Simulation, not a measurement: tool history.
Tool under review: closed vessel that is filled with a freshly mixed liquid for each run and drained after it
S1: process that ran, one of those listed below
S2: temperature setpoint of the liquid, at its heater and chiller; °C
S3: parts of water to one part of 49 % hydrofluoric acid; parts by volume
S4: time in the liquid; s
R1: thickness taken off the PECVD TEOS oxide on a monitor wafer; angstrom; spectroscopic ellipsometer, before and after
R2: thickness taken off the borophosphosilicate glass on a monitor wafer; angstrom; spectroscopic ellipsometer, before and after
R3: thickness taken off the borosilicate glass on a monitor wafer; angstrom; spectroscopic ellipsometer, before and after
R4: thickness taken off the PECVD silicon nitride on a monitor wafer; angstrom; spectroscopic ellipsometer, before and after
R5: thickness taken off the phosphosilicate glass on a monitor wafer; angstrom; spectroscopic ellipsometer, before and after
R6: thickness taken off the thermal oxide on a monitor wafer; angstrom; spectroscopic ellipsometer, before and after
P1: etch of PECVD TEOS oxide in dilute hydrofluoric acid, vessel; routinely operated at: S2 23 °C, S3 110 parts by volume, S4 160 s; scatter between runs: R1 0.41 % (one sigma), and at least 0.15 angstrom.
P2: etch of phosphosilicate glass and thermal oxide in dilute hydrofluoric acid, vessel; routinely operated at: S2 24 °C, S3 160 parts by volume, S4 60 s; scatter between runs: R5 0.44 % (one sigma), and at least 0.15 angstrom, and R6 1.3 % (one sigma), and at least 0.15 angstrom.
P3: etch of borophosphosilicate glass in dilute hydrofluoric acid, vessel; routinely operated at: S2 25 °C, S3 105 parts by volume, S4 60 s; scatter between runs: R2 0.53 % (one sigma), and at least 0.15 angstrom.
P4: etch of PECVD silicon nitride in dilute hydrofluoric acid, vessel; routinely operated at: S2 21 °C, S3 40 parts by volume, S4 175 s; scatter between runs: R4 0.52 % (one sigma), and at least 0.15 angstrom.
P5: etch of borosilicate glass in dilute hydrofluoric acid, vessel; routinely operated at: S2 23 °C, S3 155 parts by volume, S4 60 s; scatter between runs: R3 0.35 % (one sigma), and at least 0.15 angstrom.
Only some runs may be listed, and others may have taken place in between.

run 1 day=0.262 | S1=P1 S2=23 S3=110 S4=160 | R1=270.05
run 2 day=0.525 | S1=P1 S2=23 S3=110 S4=160 | R1=269.9
run 3 day=0.921 | S1=P1 S2=23 S3=110 S4=160 | R1=270.9
run 4 day=1.138 | S1=P3 S2=25 S3=105 S4=85 | R2=381.42
run 5 day=1.475 | S1=P3 S2=25 S3=40 S4=60 | R2=758.6
run 6 day=1.725 | S1=P5 S2=23 S3=155 S4=60 | R3=101.91
run 7 day=1.921 | S1=P4 S2=21 S3=40 S4=175 | R4=151.96
run 8 day=2.154 | S1=P5 S2=23 S3=155 S4=60 | R3=102.73
run 9 day=2.496 | S1=P1 S2=23 S3=110 S4=160 | R1=269.06
run 10 day=2.85 | S1=P1 S2=23 S3=110 S4=305 | R1=514.59
run 11 day=3.192 | S1=P2 S2=24 S3=245 S4=60 | R5=359.52 R6=9.8463
run 12 day=3.625 | S1=P5 S2=23 S3=155 S4=30 | R3=51.41
run 13 day=3.896 | S1=P4 S2=21 S3=40 S4=90 | R4=78.542
run 14 day=4.125 | S1=P3 S2=25 S3=105 S4=60 | R2=266.37
run 15 day=4.333 | S1=P2 S2=29 S3=160 S4=60 | R5=722.57 R6=20.53
run 16 day=4.542 | S1=P5 S2=27 S3=155 S4=60 | R3=118.05
run 17 day=4.833 | S1=P2 S2=24 S3=160 S4=30 | R5=300.27 R6=8.6017
run 18 day=5.212 | S1=P4 S2=17 S3=40 S4=175 | R4=114.67
run 19 day=5.654 | S1=P2 S2=24 S3=160 S4=60 | R5=602.06 R6=16.949
run 20 day=5.892 | S1=P1 S2=17 S3=110 S4=160 | R1=211.29
run 21 day=6.292 | S1=P3 S2=21 S3=105 S4=60 | R2=230.9
run 22 day=6.508 | S1=P1 S2=23 S3=30 S4=160 | R1=1094.7
run 23 day=6.942 | S1=P1 S2=23 S3=200 S4=160 | R1=134.12
run 24 day=7.238 | S1=P5 S2=23 S3=75 S4=60 | R3=231.7
run 25 day=7.458 | S1=P1 S2=23 S3=110 S4=30 | R1=50.048
run 26 day=7.771 | S1=P2 S2=24 S3=160 S4=60 | R5=605.49 R6=17.301
run 27 day=8.075 | S1=P1 S2=23 S3=110 S4=160 | R1=269.15
run 28 day=8.417 | S1=P4 S2=21 S3=40 S4=175 | R4=153.08
run 29 day=8.65 | S1=P4 S2=21 S3=70 S4=175 | R4=88.273
run 30 day=8.846 | S1=P1 S2=18 S3=75 S4=160 | R1=335.94
run 31 day=9.129 | S1=P1 S2=23 S3=110 S4=160 | R1=268.25
run 32 day=9.35 | S1=P1 S2=31 S3=110 S4=160 | R1=366.28
run 33 day=9.712 | S1=P1 S2=23 S3=110 S4=160 | R1=269.93

Run 34 comes next. What will it give?
run 34 day=10.017 | S1=P1 S2=23 S3=110 S4=160 | R1=?

R1: 282.8 angstrom
